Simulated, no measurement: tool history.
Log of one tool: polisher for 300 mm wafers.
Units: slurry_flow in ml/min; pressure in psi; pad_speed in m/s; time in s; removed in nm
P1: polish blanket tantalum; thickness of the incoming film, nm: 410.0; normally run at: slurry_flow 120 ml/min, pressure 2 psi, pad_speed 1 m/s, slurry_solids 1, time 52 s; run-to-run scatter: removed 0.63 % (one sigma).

Run 1, hour 6: slurry_flow 120 ml/min, pressure 2 psi, pad_speed 1 m/s, slurry_solids 1, time 52 s. Result: removed 103.78 nm.
Run 2, hour 14.3: slurry_flow 120 ml/min, pressure 2 psi, pad_speed 1 m/s, slurry_solids 0.6, time 52 s. Result: removed 85.542 nm.
Run 3, hour 24.7: slurry_flow 120 ml/min, pressure 2 psi, pad_speed 0.66 m/s, slurry_solids 0.7, time 52 s. Result: removed 60.242 nm.
Run 4, hour 30.4: slurry_flow 120 ml/min, pressure 2 psi, pad_speed 1 m/s, slurry_solids 1, time 79 s. Result: removed 155.06 nm.
Run 5, hour 39.6: slurry_flow 120 ml/min, pressure 2 psi, pad_speed 0.56 m/s, slurry_solids 1, time 52 s. Result: removed 56.712 nm.
Run 6, hour 44.3: slurry_flow 120 ml/min, pressure 2 psi, pad_speed 1 m/s, slurry_solids 1, time 52 s. Result: removed 101.1 nm.
Run 7, hour 50.1: slurry_flow 120 ml/min, pressure 2 psi, pad_speed 1 m/s, slurry_solids 1.3, time 40 s. Result: removed 83.098 nm.
Run 8, hour 60.1: slurry_flow 120 ml/min, pressure 2 psi, pad_speed 1 m/s, slurry_solids 1.45, time 52 s. Result: removed 112.62 nm.
Run 9, hour 69.5: slurry_flow 120 ml/min, pressure 2.7 psi, pad_speed 1 m/s, slurry_solids 1, time 52 s. Result: removed 136.93 nm.
Run 10, hour 75.2: slurry_flow 185 ml/min, pressure 2 psi, pad_speed 1 m/s, slurry_solids 1, time 52 s. Result: removed 109.17 nm.
Run 11, hour 85.1: slurry_flow 120 ml/min, pressure 2 psi, pad_speed 1 m/s, slurry_solids 1, time 52 s. Result: removed 101.72 nm.
Run 12, hour 92.4: slurry_flow 90 ml/min, pressure 2 psi, pad_speed 1 m/s, slurry_solids 1, time 52 s. Result: removed 94.498 nm.
Run 13, hour 100.7: slurry_flow 120 ml/min, pressure 1.3 psi, pad_speed 1 m/s, slurry_solids 1, time 52 s. Result: removed 66.561 nm.
Run 14, hour 108: slurry_flow 120 ml/min, pressure 2 psi, pad_speed 1.56 m/s, slurry_solids 1, time 52 s. Result: removed 159.14 nm.
Run 15, hour 117.6: slurry_flow 120 ml/min, pressure 2 psi, pad_speed 1 m/s, slurry_solids 1, time 31 s. Result: removed 60.929 nm.
Run 16, hour 128.1: slurry_flow 120 ml/min, pressure 2 psi, pad_speed 1 m/s, slurry_solids 1, time 52 s. Result: removed 102.55 nm.
Run 17, hour 136.4: slurry_flow 120 ml/min, pressure 2 psi, pad_speed 1 m/s, slurry_solids 1, time 52 s. Result: removed 101.48 nm.
Run 18, hour 146.7: slurry_flow 120 ml/min, pressure 2 psi, pad_speed 1 m/s, slurry_solids 1, time 52 s. Result: removed 102.87 nm.
Run 19, hour 151.4: slurry_flow 120 ml/min, pressure 2 psi, pad_speed 1 m/s, slurry_solids 0.6, time 78 s. Result: removed 129.7 nm.
Run 20, hour 156.7: slurry_flow 120 ml/min, pressure 2 psi, pad_speed 1 m/s, slurry_solids 1, time 52 s. Result: removed 101.72 nm.
Run 21, hour 164.2: slurry_flow 120 ml/min, pressure 2 psi, pad_speed 1 m/s, slurry_solids 1, time 52 s. Result: removed 98.963 nm.
Run 22, hour 168.8: slurry_flow 120 ml/min, pressure 2 psi, pad_speed 1 m/s, slurry_solids 1, time 52 s. Result: removed 98.427 nm.
Run 23, hour 176.4: slurry_flow 120 ml/min, pressure 2 psi, pad_speed 1 m/s, slurry_solids 1, time 52 s. Result: removed 96.321 nm.
Run 24, hour 187: slurry_flow 120 ml/min, pressure 2 psi, pad_speed 1 m/s, slurry_solids 1, time 52 s. Result: removed 95.868 nm.
At hour 192.2: slurry nozzle cleaned.
Run 25, hour 196.5: slurry_flow 120 ml/min, pressure 2 psi, pad_speed 1 m/s, slurry_solids 1, time 52 s. Result: removed 94.566 nm.
At hour 199.9: head pressure recalibrated.
Run 26, hour 207.3: slurry_flow 120 ml/min, pressure 2 psi, pad_speed 1 m/s, slurry_solids 1, time 52 s. Result: removed 92.959 nm.
Run 27, hour 214.9: slurry_flow 120 ml/min, pressure 2 psi, pad_speed 1 m/s, slurry_solids 1, time 52 s. Result: removed 91.796 nm.
Run 28, hour 222.2: slurry_flow 120 ml/min, pressure 2 psi, pad_speed 1 m/s, slurry_solids 1, time 52 s. Result: removed 91.758 nm.
Run 29, hour 229.4: slurry_flow 120 ml/min, pressure 2 psi, pad_speed 1 m/s, slurry_solids 1, time 52 s. Result: removed 92.123 nm.
Run 30, hour 236.6: slurry_flow 120 ml/min, pressure 2 psi, pad_speed 1 m/s, slurry_solids 1, time 52 s. Result: removed 93.085 nm.
Run 31, hour 246.1: slurry_flow 120 ml/min, pressure 2 psi, pad_speed 1 m/s, slurry_solids 1, time 52 s. Result: removed 92.242 nm.

What P1 gives has crept away from where it was. These 2 causes fit the log equally well, each at the size given:
A: abrasive missing from the slurry, % = 27.4
B: removal rate lost through wear of the pad, % = 9.75
The creep began at about hour 156.7.
Why every other cause is out:
slurry flow missing at the pad, %: serviced at hour 192.2, which brought nothing back
head's pressure below its setpoint, %: serviced at hour 199.9, which brought nothing back

4 check runs are offered, each on 5 wafers whose results are averaged, their results left as question marks. Which one tells the causes apart?
Run check 1, hour 255.6: slurry_flow 120 ml/min, pressure 2.4 psi, pad_speed 1 m/s, slurry_solids 1.4, time 52 s. Result: removed ?.
Run check 2, hour 255.6: slurry_flow 120 ml/min, pressure 2.6 psi, pad_speed 1 m/s, slurry_solids 1, time 52 s. Result: removed ?.
Run check 3, hour 255.6: slurry_flow 165 ml/min, pressure 2 psi, pad_speed 1 m/s, slurry_solids 1, time 31 s. Result: removed ?.
Run check 4, hour 255.6: slurry_flow 95 ml/min, pressure 2.4 psi, pad_speed 1 m/s, slurry_solids 1, time 52 s. Result: removed ?.

What each check would give under each cause:
  check   result    if A    if B
check 1  removed  123.02  120.34
check 2  removed  119.75  119.73
check 3  removed  58.216  58.206
check 4  removed  104.63  104.61
How far apart the two closest causes lie, in the result that separates them most: check 1 2.2 %; check 2 0.02 %; check 3 0.02 %; check 4 0.02 %
Only check 1 tells the causes apart: in the others they would give nearly the same result.

Then check 1 was run and gave: removed 123.48 nm. Which cause is it?

It is A: abrasive missing from the slurry, %.
